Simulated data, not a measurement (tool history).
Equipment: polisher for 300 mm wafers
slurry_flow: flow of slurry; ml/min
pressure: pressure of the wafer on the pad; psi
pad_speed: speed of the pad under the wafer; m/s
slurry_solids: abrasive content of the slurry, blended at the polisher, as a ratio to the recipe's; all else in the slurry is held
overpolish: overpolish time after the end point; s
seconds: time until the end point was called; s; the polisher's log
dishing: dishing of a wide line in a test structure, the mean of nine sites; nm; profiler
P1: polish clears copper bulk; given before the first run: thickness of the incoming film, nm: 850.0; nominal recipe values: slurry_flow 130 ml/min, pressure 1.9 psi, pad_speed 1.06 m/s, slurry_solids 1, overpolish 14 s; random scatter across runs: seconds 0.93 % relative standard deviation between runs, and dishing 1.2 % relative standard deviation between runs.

run    day  slurry_flow  pressure  pad_speed  slurry_solids  overpolish  wafers polished on this pad  hours since the slurry nozzle was cleaned  hours since the head pressure was calibrated  hours since the slurry blender was calibrated  seconds  dishing
  1  0.471          130       1.9       1.06              1          14                          487                                      586.8                                         165.5                                          255.4   127.11   56.789
  2  0.938          130       1.9       1.06              1          14                          579                                        598                                         176.7                                          266.6   129.79   55.621
  3  1.171          130       1.9       1.06              1          14                          626                                      603.6                                         182.3                                          272.2   129.03   56.771
  4  1.583          200       1.9       1.06              1          14                          708                                      613.5                                         192.2                                          282.1   118.16   60.415
       1.8  -- head pressure recalibrated
  5  2.029          130       1.9       0.62              1          14                          797                                      624.2                                           5.5                                          292.8   213.28   37.024
  6  2.458          130       1.9       1.06              1          14                          882                                      634.5                                          15.8                                          303.1   128.92   56.785
  7  2.854          130       1.9       1.66              1          14                          961                                        644                                          25.3                                          312.6   81.335   76.732
  8  3.283          130       1.9       1.06              1          14                         1046                                      654.3                                          35.6                                          322.9   129.21   56.597
  9  3.567          130       1.9       1.06           1.45          14                         1103                                      661.1                                          42.4                                          329.7   118.72   60.808
 10  4.008          130       1.9       1.06              1           4                         1190                                      671.7                                            53                                          340.3   128.34   20.035
 11  4.275          130       1.9       1.06              1          20                         1243                                      678.1                                          59.4                                          346.7   127.47   71.165
 12  4.738          130       1.9       1.06           0.75          14                         1335                                      689.2                                          70.5                                          357.8   137.19   53.337
 13  4.954          130         1       1.06              1          14                         1379                                      694.4                                          75.7                                            363   244.02   31.953
 14  5.375          130       1.9       1.06              1          14                         1462                                      704.5                                          85.8                                          373.1   128.73   56.967
 15  5.629          185       1.9       1.06              1          20                         1513                                      710.6                                          91.9                                          379.2   121.13   75.254
 16  6.054           95       1.9       1.06              1          14                         1597                                      720.8                                         102.1                                          389.4   137.06   52.973
 17  6.417          130       2.5       1.06              1          14                         1669                                      729.5                                         110.8                                          398.1   97.711    71.69
 18  6.675          130       1.9       1.06              1          14                         1721                                      735.7                                           117                                          404.3   126.89     56.3
 19  6.954          130       1.9       1.06              1          14                         1776                                      742.4                                         123.7                                            411   136.71   55.534
 20  7.312          130       1.9       1.06              1          14                         1848                                        751                                         132.3                                          419.6   139.31   52.773
 21  7.792          130       1.9       1.06              1          14                         1943                                      762.5                                         143.8                                          431.1   144.89   51.603
     7.921  -- slurry blender recalibrated
     8.179  -- head pressure recalibrated
 22   8.25          130       1.9       1.06              1          14                         2034                                      773.5                                           1.7                                            7.9   142.53   51.571
 23  8.617          130       1.9       1.06              1          14                         2107                                      782.3                                          10.5                                           16.7   144.42   52.203
 24   8.85          130       1.9       1.06              1          14                         2154                                      787.9                                          16.1                                           22.3   142.25   51.474

Compared with where it was, what P1 gives has crept away. Each cause listed below fits the log as well as the rest, at the size given for it:
A: slurry flow missing at the pad, % = 39.3
B: removal rate lost through wear of the pad, % = 11.6
The process output started creeping at around day 6.675.
All other causes, with the reason each is excluded:
head's pressure below its setpoint, %: serviced at day 8.179, after the change had begun; the process did not return to its earlier output
abrasive missing from the slurry, %: serviced at day 7.921, after the change had begun; the process did not return to its earlier output

4 check runs are offered, each on 5 wafers whose results are averaged, their results left as question marks. Which one tells the causes apart?
check 1  9.083          190       1.9        1.3              1          14                                                                                                                                                                             ?        ?
check 2  9.083          130       1.9       1.64              1           4                                                                                                                                                                             ?        ?
check 3  9.083          130       1.9       1.06           1.45          14                                                                                                                                                                             ?        ?
check 4  9.083          130         1       1.06              1          14                                                                                                                                                                             ?        ?

Outcome of each check run for each possible cause:
  check   result    if A    if B
check 1  seconds  106.77  110.65
check 1  dishing  64.382  62.834
check 2  seconds  93.405  93.396
check 2  dishing   26.38  26.382
check 3  seconds  133.22  133.21
check 3  dishing  55.054  55.057
check 4  seconds  274.57  274.55
check 4  dishing  29.452  29.455
Separation of the two closest causes in each check, using whichever result separates them best: check 1 3.56 %; check 2 0.01 %; check 3 0.01 %; check 4 0.01 %
Check 1 is the one run that separates the causes; every other check would come out nearly the same whichever cause is at work.

Running check 1 produced the following: seconds 109.53 s; dishing 62.65 nm. Which one of the listed causes fits?

B is the cause: removal rate lost through wear of the pad, %.
